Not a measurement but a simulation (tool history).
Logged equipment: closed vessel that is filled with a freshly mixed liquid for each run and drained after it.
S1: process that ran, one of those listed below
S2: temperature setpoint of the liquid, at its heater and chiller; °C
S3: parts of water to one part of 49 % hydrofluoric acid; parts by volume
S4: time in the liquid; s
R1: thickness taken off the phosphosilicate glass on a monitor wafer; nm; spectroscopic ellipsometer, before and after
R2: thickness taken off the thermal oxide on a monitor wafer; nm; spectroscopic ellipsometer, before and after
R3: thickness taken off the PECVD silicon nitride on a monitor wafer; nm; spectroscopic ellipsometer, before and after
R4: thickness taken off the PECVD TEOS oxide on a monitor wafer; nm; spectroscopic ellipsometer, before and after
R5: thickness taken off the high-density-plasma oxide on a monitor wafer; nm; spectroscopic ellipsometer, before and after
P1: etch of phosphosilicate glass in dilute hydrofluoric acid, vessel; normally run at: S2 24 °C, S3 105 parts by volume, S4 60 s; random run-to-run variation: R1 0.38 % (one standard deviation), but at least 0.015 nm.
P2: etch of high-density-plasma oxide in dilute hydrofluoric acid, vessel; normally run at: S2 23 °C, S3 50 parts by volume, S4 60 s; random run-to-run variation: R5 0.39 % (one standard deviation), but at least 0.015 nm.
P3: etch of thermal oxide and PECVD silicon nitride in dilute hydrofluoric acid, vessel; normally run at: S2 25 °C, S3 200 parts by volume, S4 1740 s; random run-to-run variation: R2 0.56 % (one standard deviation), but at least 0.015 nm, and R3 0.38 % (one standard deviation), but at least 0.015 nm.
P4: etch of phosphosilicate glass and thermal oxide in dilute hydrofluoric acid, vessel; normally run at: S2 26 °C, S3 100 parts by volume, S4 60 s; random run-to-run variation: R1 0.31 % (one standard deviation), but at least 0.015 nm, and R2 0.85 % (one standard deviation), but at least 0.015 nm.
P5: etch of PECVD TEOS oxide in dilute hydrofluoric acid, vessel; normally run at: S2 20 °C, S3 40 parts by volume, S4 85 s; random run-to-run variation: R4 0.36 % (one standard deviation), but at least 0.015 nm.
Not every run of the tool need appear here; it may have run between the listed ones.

{"run": 1, "hour": 5.0, "S1": "P1", "S2": 24, "S3": 105, "S4": 60, "R1": 108.41}
{"run": 2, "hour": 9.8, "S1": "P3", "S2": 25, "S3": 200, "S4": 1740, "R2": 40.081, "R3": 16.069}
{"run": 3, "hour": 16.7, "S1": "P1", "S2": 24, "S3": 105, "S4": 60, "R1": 108.15}
{"run": 4, "hour": 27.0, "S1": "P5", "S2": 20, "S3": 70, "S4": 85, "R4": 13.938}
{"run": 5, "hour": 33.1, "S1": "P5", "S2": 20, "S3": 40, "S4": 135, "R4": 40.077}
{"run": 6, "hour": 43.7, "S1": "P3", "S2": 33, "S3": 200, "S4": 1740, "R2": 53.096, "R3": 26.154}
{"run": 7, "hour": 53.1, "S1": "P1", "S2": 24, "S3": 55, "S4": 60, "R1": 220.07}
{"run": 8, "hour": 60.1, "S1": "P1", "S2": 29.5, "S3": 105, "S4": 60, "R1": 135.42}
{"run": 9, "hour": 68.6, "S1": "P5", "S2": 20, "S3": 40, "S4": 85, "R4": 25.325}
{"run": 10, "hour": 75.0, "S1": "P1", "S2": 24, "S3": 105, "S4": 60, "R1": 107.99}
{"run": 11, "hour": 81.4, "S1": "P1", "S2": 24, "S3": 105, "S4": 105, "R1": 190.74}
{"run": 12, "hour": 88.0, "S1": "P1", "S2": 17, "S3": 105, "S4": 60, "R1": 81.927}
{"run": 13, "hour": 93.6, "S1": "P2", "S2": 30.5, "S3": 50, "S4": 60, "R5": 8.9698}
{"run": 14, "hour": 101.5, "S1": "P1", "S2": 24, "S3": 165, "S4": 60, "R1": 64.488}
{"run": 15, "hour": 106.6, "S1": "P5", "S2": 20, "S3": 40, "S4": 85, "R4": 25.122}
{"run": 16, "hour": 113.2, "S1": "P3", "S2": 25, "S3": 90, "S4": 1740, "R2": 103.13, "R3": 35.501}
{"run": 17, "hour": 122.7, "S1": "P4", "S2": 26, "S3": 100, "S4": 60, "R1": 88.445, "R2": 2.9802}
{"run": 18, "hour": 128.2, "S1": "P1", "S2": 24, "S3": 105, "S4": 60, "R1": 108.47}
{"run": 19, "hour": 135.5, "S1": "P4", "S2": 26, "S3": 165, "S4": 60, "R1": 49.704, "R2": 1.6654}
{"run": 20, "hour": 143.9, "S1": "P3", "S2": 25, "S3": 200, "S4": 1740, "R2": 40.415, "R3": 16.008}
{"run": 21, "hour": 149.7, "S1": "P1", "S2": 24, "S3": 105, "S4": 60, "R1": 107.98}
{"run": 22, "hour": 157.2, "S1": "P4", "S2": 18.5, "S3": 100, "S4": 60, "R1": 65.297, "R2": 2.2076}
{"run": 23, "hour": 162.1, "S1": "P2", "S2": 23, "S3": 50, "S4": 115, "R5": 12.725}
{"run": 24, "hour": 168.0, "S1": "P4", "S2": 26, "S3": 100, "S4": 30, "R1": 44.308, "R2": 1.4845}
{"run": 25, "hour": 174.6, "S1": "P5", "S2": 28, "S3": 40, "S4": 85, "R4": 35.231}
{"run": 26, "hour": 179.5, "S1": "P1", "S2": 24, "S3": 105, "S4": 60, "R1": 108.75}
{"run": 27, "hour": 188.7, "S1": "P2", "S2": 23, "S3": 90, "S4": 60, "R5": 3.502}
{"run": 28, "hour": 196.2, "S1": "P1", "S2": 20, "S3": 105, "S4": 115, "R1": 176.68}
{"run": 29, "hour": 204.4, "S1": "P1", "S2": 24, "S3": 105, "S4": 30, "R1": 54.116}
{"run": 30, "hour": 210.5, "S1": "P4", "S2": 26, "S3": 100, "S4": 60, "R1": 88.163, "R2": 2.9666}
{"run": 31, "hour": 215.6, "S1": "P2", "S2": 23, "S3": 50, "S4": 60, "R5": 6.6001}
{"run": 32, "hour": 220.6, "S1": "P3", "S2": 25, "S3": 200, "S4": 660, "R2": 15.335, "R3": 6.0733}
{"run": 33, "hour": 230.5, "S1": "P1", "S2": 24, "S3": 105, "S4": 60, "R1": 108.53}
{"run": 34, "hour": 239.6, "S1": "P1", "S2": 24, "S3": 105, "S4": 60, "R1": 113.35}

Run 35, settings as shown, results not yet in. Your forecast:
{"run": 35, "hour": 244.7, "S1": "P1", "S2": 24, "S3": 105, "S4": 60, "R1": "?"}

{"run 35": {"R1": 114.77}}
